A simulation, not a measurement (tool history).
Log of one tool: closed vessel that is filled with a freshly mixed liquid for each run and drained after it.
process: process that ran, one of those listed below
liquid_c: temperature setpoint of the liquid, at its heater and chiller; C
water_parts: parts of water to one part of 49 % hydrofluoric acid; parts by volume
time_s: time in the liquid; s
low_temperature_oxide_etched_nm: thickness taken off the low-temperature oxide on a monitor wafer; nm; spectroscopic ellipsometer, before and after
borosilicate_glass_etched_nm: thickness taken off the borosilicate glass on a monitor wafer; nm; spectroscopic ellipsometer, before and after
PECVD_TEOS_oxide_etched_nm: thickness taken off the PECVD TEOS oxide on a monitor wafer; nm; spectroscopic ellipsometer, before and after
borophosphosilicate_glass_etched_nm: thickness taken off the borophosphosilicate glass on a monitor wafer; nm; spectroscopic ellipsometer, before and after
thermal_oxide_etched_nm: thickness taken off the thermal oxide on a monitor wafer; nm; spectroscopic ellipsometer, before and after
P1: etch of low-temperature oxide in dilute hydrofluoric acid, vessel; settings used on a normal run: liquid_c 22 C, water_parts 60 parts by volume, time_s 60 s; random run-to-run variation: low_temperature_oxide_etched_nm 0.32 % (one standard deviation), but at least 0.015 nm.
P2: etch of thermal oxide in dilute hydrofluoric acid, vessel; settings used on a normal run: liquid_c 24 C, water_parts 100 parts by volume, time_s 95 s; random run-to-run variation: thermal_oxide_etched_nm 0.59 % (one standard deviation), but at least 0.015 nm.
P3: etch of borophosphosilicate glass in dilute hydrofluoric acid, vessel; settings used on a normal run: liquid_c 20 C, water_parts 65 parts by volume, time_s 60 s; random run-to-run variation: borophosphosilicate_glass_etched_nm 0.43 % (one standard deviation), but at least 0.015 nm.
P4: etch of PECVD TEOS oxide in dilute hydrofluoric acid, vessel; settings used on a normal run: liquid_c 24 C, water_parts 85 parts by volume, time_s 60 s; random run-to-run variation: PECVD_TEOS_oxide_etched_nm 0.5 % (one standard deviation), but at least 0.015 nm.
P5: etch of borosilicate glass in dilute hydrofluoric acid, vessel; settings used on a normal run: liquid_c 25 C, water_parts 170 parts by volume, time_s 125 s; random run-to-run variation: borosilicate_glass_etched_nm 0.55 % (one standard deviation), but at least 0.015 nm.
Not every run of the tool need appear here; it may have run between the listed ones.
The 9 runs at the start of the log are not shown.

| run | day | process | liquid_c | water_parts | time_s | low_temperature_oxide_etched_nm | borosilicate_glass_etched_nm | PECVD_TEOS_oxide_etched_nm | borophosphosilicate_glass_etched_nm | thermal_oxide_etched_nm |
|---|---|---|---|---|---|---|---|---|---|---|
| 10 | 5.338 | P5 | 25 | 170 | 50 |  | 8.5035 |  |  |  |
| 11 | 5.733 | P1 | 22 | 60 | 85 | 24.352 |  |  |  |  |
| 12 | 6.104 | P1 | 22 | 60 | 60 | 17.199 |  |  |  |  |
| 13 | 6.417 | P1 | 17 | 60 | 60 | 13.831 |  |  |  |  |
| 14 | 6.912 | P1 | 27.5 | 60 | 90 | 32.109 |  |  |  |  |
| 15 | 7.429 | P4 | 24 | 85 | 60 |  |  | 15.666 |  |  |
| 16 | 7.812 | P1 | 22 | 60 | 60 | 17.167 |  |  |  |  |
| 17 | 8.446 | P1 | 17 | 60 | 35 | 8.0799 |  |  |  |  |
| 18 | 9.05 | P4 | 24 | 20 | 60 |  |  | 72.889 |  |  |
| 19 | 9.596 | P5 | 25 | 275 | 125 |  | 11.647 |  |  |  |
| 20 | 10.229 | P3 | 20 | 105 | 60 |  |  |  | 27.919 |  |
| 21 | 10.546 | P2 | 24 | 100 | 30 |  |  |  |  | 1.4582 |
| 22 | 11.058 | P1 | 22 | 60 | 30 | 8.5417 |  |  |  |  |
| 23 | 11.629 | P5 | 25 | 170 | 125 |  | 21.135 |  |  |  |
| 24 | 12.1 | P1 | 22 | 60 | 60 | 17.066 |  |  |  |  |
| 25 | 12.658 | P2 | 24 | 100 | 95 |  |  |  |  | 4.7435 |
| 26 | 13.317 | P1 | 22 | 105 | 60 | 9.2685 |  |  |  |  |
| 27 | 14.004 | P1 | 27 | 20 | 60 | 66.976 |  |  |  |  |
| 28 | 14.388 | P5 | 25 | 170 | 125 |  | 21.109 |  |  |  |

Forecast run 29:
| 29 | 14.775 | P1 | 22 | 60 | 60 | ? |  |  |  |  |

low_temperature_oxide_etched_nm: 17.094 nm
